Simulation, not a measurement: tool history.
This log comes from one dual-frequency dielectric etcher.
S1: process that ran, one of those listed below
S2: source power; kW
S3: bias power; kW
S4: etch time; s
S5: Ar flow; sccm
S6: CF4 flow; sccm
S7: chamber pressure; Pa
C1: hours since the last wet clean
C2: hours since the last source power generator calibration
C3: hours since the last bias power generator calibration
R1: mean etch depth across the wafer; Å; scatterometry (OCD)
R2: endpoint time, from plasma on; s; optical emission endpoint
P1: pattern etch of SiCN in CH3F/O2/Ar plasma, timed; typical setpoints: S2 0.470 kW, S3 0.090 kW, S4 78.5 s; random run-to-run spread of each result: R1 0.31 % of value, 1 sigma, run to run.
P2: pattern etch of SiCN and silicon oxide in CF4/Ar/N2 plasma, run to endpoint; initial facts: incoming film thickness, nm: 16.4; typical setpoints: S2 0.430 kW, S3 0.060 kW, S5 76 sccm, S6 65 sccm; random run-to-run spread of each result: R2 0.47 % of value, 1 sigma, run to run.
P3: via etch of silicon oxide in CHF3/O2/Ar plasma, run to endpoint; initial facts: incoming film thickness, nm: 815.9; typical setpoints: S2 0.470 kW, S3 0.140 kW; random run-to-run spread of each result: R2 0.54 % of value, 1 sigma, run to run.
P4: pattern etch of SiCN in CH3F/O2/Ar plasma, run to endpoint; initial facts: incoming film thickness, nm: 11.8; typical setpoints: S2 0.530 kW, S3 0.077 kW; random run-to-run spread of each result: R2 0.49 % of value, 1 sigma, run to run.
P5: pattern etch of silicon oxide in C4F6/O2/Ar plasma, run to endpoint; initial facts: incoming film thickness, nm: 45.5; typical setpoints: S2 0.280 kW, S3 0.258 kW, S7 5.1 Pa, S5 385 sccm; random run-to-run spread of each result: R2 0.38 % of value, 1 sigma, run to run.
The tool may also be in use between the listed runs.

{"run": 1, "day": 0.496, "S1": "P1", "S2": 0.47, "S3": 0.09, "S4": 78.5, "C1": 167.6, "C2": 693.2, "C3": 2370.7, "R1": 345.8}
{"run": 2, "day": 0.95, "S1": "P1", "S2": 0.57, "S3": 0.122, "S4": 78.5, "C1": 178.5, "C2": 704.1, "C3": 2381.6, "R1": 410.29}
{"run": 3, "day": 1.4, "S1": "P1", "S2": 0.6, "S3": 0.09, "S4": 78.5, "C1": 189.3, "C2": 714.9, "C3": 2392.4, "R1": 375.26}
{"run": 4, "day": 1.771, "S1": "P1", "S2": 0.47, "S3": 0.09, "S4": 48.0, "C1": 198.2, "C2": 723.8, "C3": 2401.3, "R1": 210.01}
{"run": 5, "day": 2.096, "S1": "P2", "S2": 0.43, "S3": 0.06, "S5": 94, "S6": 65, "C1": 206.0, "C2": 731.6, "C3": 2409.1, "R2": 21.027}
{"run": 6, "day": 2.533, "S1": "P5", "S2": 0.28, "S3": 0.258, "S5": 232, "S7": 5.1, "C1": 216.5, "C2": 742.1, "C3": 2419.6, "R2": 14.241}
{"run": 7, "day": 2.896, "S1": "P4", "S2": 0.66, "S3": 0.077, "C1": 225.2, "C2": 750.8, "C3": 2428.3, "R2": 24.922}
{"run": 8, "day": 3.429, "S1": "P3", "S2": 0.65, "S3": 0.14, "C1": 238.0, "C2": 763.6, "C3": 2441.1, "R2": 431.7}
{"run": 9, "day": 4.108, "S1": "P2", "S2": 0.43, "S3": 0.06, "S5": 76, "S6": 65, "C1": 254.3, "C2": 779.9, "C3": 2457.4, "R2": 20.333}
{"run": 10, "day": 4.45, "S1": "P1", "S2": 0.47, "S3": 0.053, "S4": 78.5, "C1": 262.5, "C2": 788.1, "C3": 2465.6, "R1": 286.34}
{"run": 11, "day": 4.833, "S1": "P4", "S2": 0.53, "S3": 0.077, "C1": 271.7, "C2": 797.3, "C3": 2474.8, "R2": 26.922}
{"run": 12, "day": 5.45, "S1": "P5", "S2": 0.28, "S3": 0.334, "S5": 385, "S7": 5.1, "C1": 286.5, "C2": 812.1, "C3": 2489.6, "R2": 13.934}
{"run": 13, "day": 5.771, "S1": "P1", "S2": 0.38, "S3": 0.09, "S4": 78.5, "C1": 294.2, "C2": 819.8, "C3": 2497.3, "R1": 316.53}
{"run": 14, "day": 6.154, "S1": "P2", "S2": 0.43, "S3": 0.036, "S5": 76, "S6": 65, "C1": 303.4, "C2": 829.0, "C3": 2506.5, "R2": 23.767}
{"run": 15, "day": 6.762, "S1": "P3", "S2": 0.47, "S3": 0.14, "C1": 318.0, "C2": 843.6, "C3": 2521.1, "R2": 486.12}
{"run": 16, "day": 7.392, "S1": "P5", "S2": 0.16, "S3": 0.258, "S5": 385, "S7": 5.1, "C1": 333.1, "C2": 858.7, "C3": 2536.2, "R2": 18.89}
{"run": 17, "day": 7.908, "S1": "P2", "S2": 0.43, "S3": 0.06, "S5": 76, "S6": 92, "C1": 345.5, "C2": 871.1, "C3": 2548.6, "R2": 19.479}
{"run": 18, "day": 8.421, "S1": "P4", "S2": 0.53, "S3": 0.058, "C1": 357.8, "C2": 883.4, "C3": 2560.9, "R2": 29.417}
{"run": 19, "day": 9.0, "S1": "P1", "S2": 0.47, "S3": 0.09, "S4": 102.0, "C1": 371.7, "C2": 897.3, "C3": 2574.8, "R1": 444.45}
{"run": 20, "day": 9.321, "S1": "P3", "S2": 0.47, "S3": 0.182, "C1": 379.4, "C2": 905.0, "C3": 2582.5, "R2": 448.05}
{"run": 21, "day": 10.025, "S1": "P5", "S2": 0.28, "S3": 0.258, "S5": 385, "S7": 5.1, "C1": 396.3, "C2": 921.9, "C3": 2599.4, "R2": 15.155}
{"run": 22, "day": 10.654, "S1": "P5", "S2": 0.28, "S3": 0.258, "S5": 385, "S7": 6.0, "C1": 411.4, "C2": 937.0, "C3": 2614.5, "R2": 15.577}
{"run": 23, "day": 11.238, "S1": "P4", "S2": 0.53, "S3": 0.077, "C1": 425.4, "C2": 951.0, "C3": 2628.5, "R2": 26.818}
{"run": 24, "day": 11.904, "S1": "P1", "S2": 0.47, "S3": 0.09, "S4": 78.5, "C1": 441.4, "C2": 967.0, "C3": 2644.5, "R1": 342.76}
{"run": 25, "day": 12.608, "S1": "P1", "S2": 0.47, "S3": 0.121, "S4": 78.5, "C1": 458.3, "C2": 983.9, "C3": 2661.4, "R1": 381.8}
{"run": 26, "day": 12.921, "S1": "P3", "S2": 0.47, "S3": 0.14, "C1": 465.8, "C2": 991.4, "C3": 2668.9, "R2": 494.05}
{"run": 27, "day": 13.508, "S1": "P1", "S2": 0.47, "S3": 0.09, "S4": 78.5, "C1": 479.9, "C2": 1005.5, "C3": 2683.0, "R1": 341.26}
{"run": 28, "day": 14.017, "S1": "P2", "S2": 0.26, "S3": 0.06, "S5": 76, "S6": 65, "C1": 492.1, "C2": 1017.7, "C3": 2695.2, "R2": 31.756}
{"run": 29, "day": 14.604, "S1": "P1", "S2": 0.47, "S3": 0.09, "S4": 78.5, "C1": 506.2, "C2": 1031.8, "C3": 2709.3, "R1": 345.01}
{"run": 30, "day": 15.154, "S1": "P1", "S2": 0.47, "S3": 0.09, "S4": 78.5, "C1": 519.4, "C2": 1045.0, "C3": 2722.5, "R1": 343.04}
{"run": 31, "day": 15.6, "S1": "P1", "S2": 0.47, "S3": 0.09, "S4": 78.5, "C1": 530.1, "C2": 1055.7, "C3": 2733.2, "R1": 338.8}
{"run": 32, "day": 15.95, "S1": "P1", "S2": 0.47, "S3": 0.09, "S4": 78.5, "C1": 538.5, "C2": 1064.1, "C3": 2741.6, "R1": 337.93}
{"run": 33, "day": 16.275, "S1": "P1", "S2": 0.47, "S3": 0.09, "S4": 78.5, "C1": 546.3, "C2": 1071.9, "C3": 2749.4, "R1": 338.39}
{"day": 16.658, "done": "wet clean of the chamber"}
{"run": 34, "day": 16.904, "S1": "P1", "S2": 0.47, "S3": 0.09, "S4": 78.5, "C1": 6.0, "C2": 1087.0, "C3": 2764.5, "R1": 338.07}
{"run": 35, "day": 17.492, "S1": "P1", "S2": 0.47, "S3": 0.09, "S4": 78.5, "C1": 20.1, "C2": 1101.1, "C3": 2778.6, "R1": 336.36}
{"run": 36, "day": 17.929, "S1": "P1", "S2": 0.47, "S3": 0.09, "S4": 78.5, "C1": 30.6, "C2": 1111.6, "C3": 2789.1, "R1": 336.89}

Compared with where it was, what P1 gives has crept away. Each cause listed below fits the log as well as the rest, at the size given for it:
A: bias power that arrives under what is set, % = 4.88
B: source power that arrives under what is set, % = 4.78
Onset of the creep was near day 15.154.
The rest of the possible causes, and what rules out each one:
chamber walls in a state that lowers the etch rate, %: maintenance at day 16.658, after the shift began, did not return the process to its former output

Each of the check runs listed below is run on 2 wafers and reports their average, with the results left as question marks. Pick the one under which the possible causes would lead to clearly different results.
{"run": "check 1", "day": 18.367, "S1": "P4", "S2": 0.64, "S3": 0.077, "R2": "?"}
{"run": "check 2", "day": 18.367, "S1": "P5", "S2": 0.2, "S3": 0.315, "S5": 385, "S7": 5.1, "R2": "?"}
{"run": "check 3", "day": 18.367, "S1": "P3", "S2": 0.64, "S3": 0.163, "R2": "?"}
{"run": "check 4", "day": 18.367, "S1": "P2", "S2": 0.28, "S3": 0.042, "S5": 76, "S6": 65, "R2": "?"}

Check results expected under each cause:
check=check_1 result=R2 if_A=25.440 if_B=25.473
check=check_2 result=R2 if_A=16.397 if_B=16.397
check=check_3 result=R2 if_A=420.690 if_B=421.760
check=check_4 result=R2 if_A=33.766 if_B=34.760
Minimum pairwise separation of causes per check, each pair taken at its best-separating result: check 1 0.13 %; check 2 0 %; check 3 0.25 %; check 4 2.9 %
Check 4 tells the causes apart: in the others they would give nearly the same result.

With check 4 done, the readings were: R2 34.861 s. Identify which of the listed causes applies.

Of the candidate causes, it is B: source power that arrives under what is set, %.
